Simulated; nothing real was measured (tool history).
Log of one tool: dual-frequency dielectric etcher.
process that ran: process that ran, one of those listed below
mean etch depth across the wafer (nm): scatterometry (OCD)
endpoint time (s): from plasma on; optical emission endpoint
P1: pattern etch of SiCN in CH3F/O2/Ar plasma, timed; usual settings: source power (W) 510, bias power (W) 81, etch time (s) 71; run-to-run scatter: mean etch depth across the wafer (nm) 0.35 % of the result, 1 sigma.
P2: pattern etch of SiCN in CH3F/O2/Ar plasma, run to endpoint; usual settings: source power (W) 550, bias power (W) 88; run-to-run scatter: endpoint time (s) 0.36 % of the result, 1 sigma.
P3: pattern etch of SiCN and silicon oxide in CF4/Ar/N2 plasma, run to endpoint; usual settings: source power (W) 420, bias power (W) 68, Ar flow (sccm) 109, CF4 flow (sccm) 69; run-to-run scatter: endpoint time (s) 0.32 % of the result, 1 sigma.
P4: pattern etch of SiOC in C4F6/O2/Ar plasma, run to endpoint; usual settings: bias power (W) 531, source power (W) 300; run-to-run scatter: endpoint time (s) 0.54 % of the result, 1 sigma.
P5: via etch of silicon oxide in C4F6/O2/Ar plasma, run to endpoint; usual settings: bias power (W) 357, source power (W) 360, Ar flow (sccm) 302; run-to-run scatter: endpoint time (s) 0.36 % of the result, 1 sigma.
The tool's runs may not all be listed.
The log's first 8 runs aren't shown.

| run | hour | process that ran | source power (W) | bias power (W) | etch time (s) | Ar flow (sccm) | CF4 flow (sccm) | hours since the last wet clean | hours since the last source power generator calibration | hours since the last bias power generator calibration | mean etch depth across the wafer (nm) | endpoint time (s) |
|---|---|---|---|---|---|---|---|---|---|---|---|---|
| 9 | 74.7 | P1 | 510 | 81 | 89 |  |  | 228 | 1552.6 | 1657.7 | 39.814 |  |
| 10 | 84.9 | P3 | 420 | 68 |  | 109 | 69 | 238.2 | 1562.8 | 1667.9 |  | 15.604 |
| 11 | 91.5 | P5 | 360 | 460 |  | 302 |  | 244.8 | 1569.4 | 1674.5 |  | 29.809 |
| 12 | 104.2 | P1 | 680 | 81 | 71 |  |  | 257.5 | 1582.1 | 1687.2 | 35.747 |  |
| 13 | 111.7 | P1 | 380 | 81 | 99 |  |  | 265 | 1589.6 | 1694.7 | 39.99 |  |
| 14 | 118.7 | P1 | 510 | 49 | 71 |  |  | 272 | 1596.6 | 1701.7 | 26.962 |  |
| 15 | 131 | P4 | 300 | 335 |  |  |  | 284.3 | 1608.9 | 1714 |  | 15.129 |
| 16 | 137.7 | P1 | 510 | 81 | 71 |  |  | 291 | 1615.6 | 1720.7 | 31.98 |  |
| 17 | 148.2 | P1 | 510 | 81 | 54 |  |  | 301.5 | 1626.1 | 1731.2 | 24.374 |  |
| 18 | 156.3 | P3 | 420 | 68 |  | 82 | 69 | 309.6 | 1634.2 | 1739.3 |  | 15.116 |
| 19 | 168.8 | P3 | 420 | 89 |  | 109 | 69 | 322.1 | 1646.7 | 1751.8 |  | 14.178 |
| 20 | 177.3 | P5 | 270 | 357 |  | 302 |  | 330.6 | 1655.2 | 1760.3 |  | 36.076 |
| 21 | 183.6 | P2 | 680 | 88 |  |  |  | 336.9 | 1661.5 | 1766.6 |  | 27.363 |
| 22 | 192.4 | P5 | 360 | 357 |  | 302 |  | 345.7 | 1670.3 | 1775.4 |  | 32.546 |
| 23 | 204.5 | P2 | 550 | 88 |  |  |  | 357.8 | 1682.4 | 1787.5 |  | 29.773 |
| 24 | 210.5 | P1 | 510 | 81 | 71 |  |  | 363.8 | 1688.4 | 1793.5 | 31.822 |  |
| 25 | 219.7 | P1 | 510 | 81 | 71 |  |  | 373 | 1697.6 | 1802.7 | 31.886 |  |

The next listed run, before its measurement:
| 26 | 229.7 | P5 | 360 | 357 |  | 302 |  | 383 | 1707.6 | 1812.7 |  | ? |

Run 26 gave endpoint time (s) 32.587.

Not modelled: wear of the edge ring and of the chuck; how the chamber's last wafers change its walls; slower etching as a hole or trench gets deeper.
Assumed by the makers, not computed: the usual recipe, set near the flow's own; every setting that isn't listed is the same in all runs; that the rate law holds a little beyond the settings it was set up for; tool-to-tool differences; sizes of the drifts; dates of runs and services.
